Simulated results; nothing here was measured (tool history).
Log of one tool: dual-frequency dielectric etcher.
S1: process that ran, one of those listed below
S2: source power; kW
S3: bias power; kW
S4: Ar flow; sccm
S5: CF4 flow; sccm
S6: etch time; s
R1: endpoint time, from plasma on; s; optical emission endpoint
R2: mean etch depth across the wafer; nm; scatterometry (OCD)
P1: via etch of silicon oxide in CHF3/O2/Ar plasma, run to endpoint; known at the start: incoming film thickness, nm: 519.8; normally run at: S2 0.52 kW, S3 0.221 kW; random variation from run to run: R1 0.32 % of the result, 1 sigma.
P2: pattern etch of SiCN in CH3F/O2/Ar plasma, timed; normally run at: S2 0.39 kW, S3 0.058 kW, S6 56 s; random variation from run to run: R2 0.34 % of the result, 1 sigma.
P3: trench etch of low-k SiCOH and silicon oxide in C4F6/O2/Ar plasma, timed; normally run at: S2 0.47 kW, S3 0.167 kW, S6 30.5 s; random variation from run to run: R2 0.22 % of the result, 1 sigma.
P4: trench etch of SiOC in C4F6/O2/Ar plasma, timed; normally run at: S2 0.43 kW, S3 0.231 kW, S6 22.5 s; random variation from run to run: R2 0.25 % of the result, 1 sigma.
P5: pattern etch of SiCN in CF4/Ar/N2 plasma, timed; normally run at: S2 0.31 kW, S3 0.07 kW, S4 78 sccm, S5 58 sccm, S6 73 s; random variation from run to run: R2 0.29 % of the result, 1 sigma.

run	hour	S1	S2	S3	S4	S5	S6	R1	R2
1	8.5	P1	0.52	0.221				253.38	
2	18.6	P5	0.31	0.07	106	58	73		43.281
3	29.5	P2	0.39	0.058			56		19.337
4	38.2	P1	0.69	0.221				228.36	
5	48.9	P1	0.52	0.221				251.63	
6	55.4	P1	0.52	0.221				252.96	
7	64.8	P1	0.52	0.221				255.17	
8	78.6	P2	0.39	0.037			56		16.734
9	86.2	P3	0.47	0.167			30.5		94.572
# hour 94.4: bias power generator calibrated
10	94.8	P2	0.39	0.058			82.5		28.544
11	103.9	P5	0.31	0.07	78	58	108		67.045
12	113.1	P4	0.43	0.231			22.5		51.081
13	124.9	P3	0.47	0.167			30.5		94.408
14	137.1	P3	0.32	0.167			30.5		81.292
15	149	P4	0.58	0.231			22.5		57.696
16	159.9	P1	0.52	0.221				253.18	
17	167.8	P1	0.33	0.221				300.92	
18	175.9	P5	0.31	0.097	78	58	73		50.88
19	185.5	P1	0.62	0.173				259.24	
20	191.9	P3	0.47	0.167			44.5		137.93
21	203.2	P5	0.25	0.07	78	58	73		37.216
22	213.2	P1	0.52	0.274				234.94	
23	222.4	P1	0.52	0.221				253.98	
24	233.9	P5	0.31	0.07	78	79	73		47.233
25	241.3	P1	0.42	0.168				301.88	

Forecast run 26:
26	248.9	P5	0.31	0.07	78	58	73		?

R2: 45.116 nm

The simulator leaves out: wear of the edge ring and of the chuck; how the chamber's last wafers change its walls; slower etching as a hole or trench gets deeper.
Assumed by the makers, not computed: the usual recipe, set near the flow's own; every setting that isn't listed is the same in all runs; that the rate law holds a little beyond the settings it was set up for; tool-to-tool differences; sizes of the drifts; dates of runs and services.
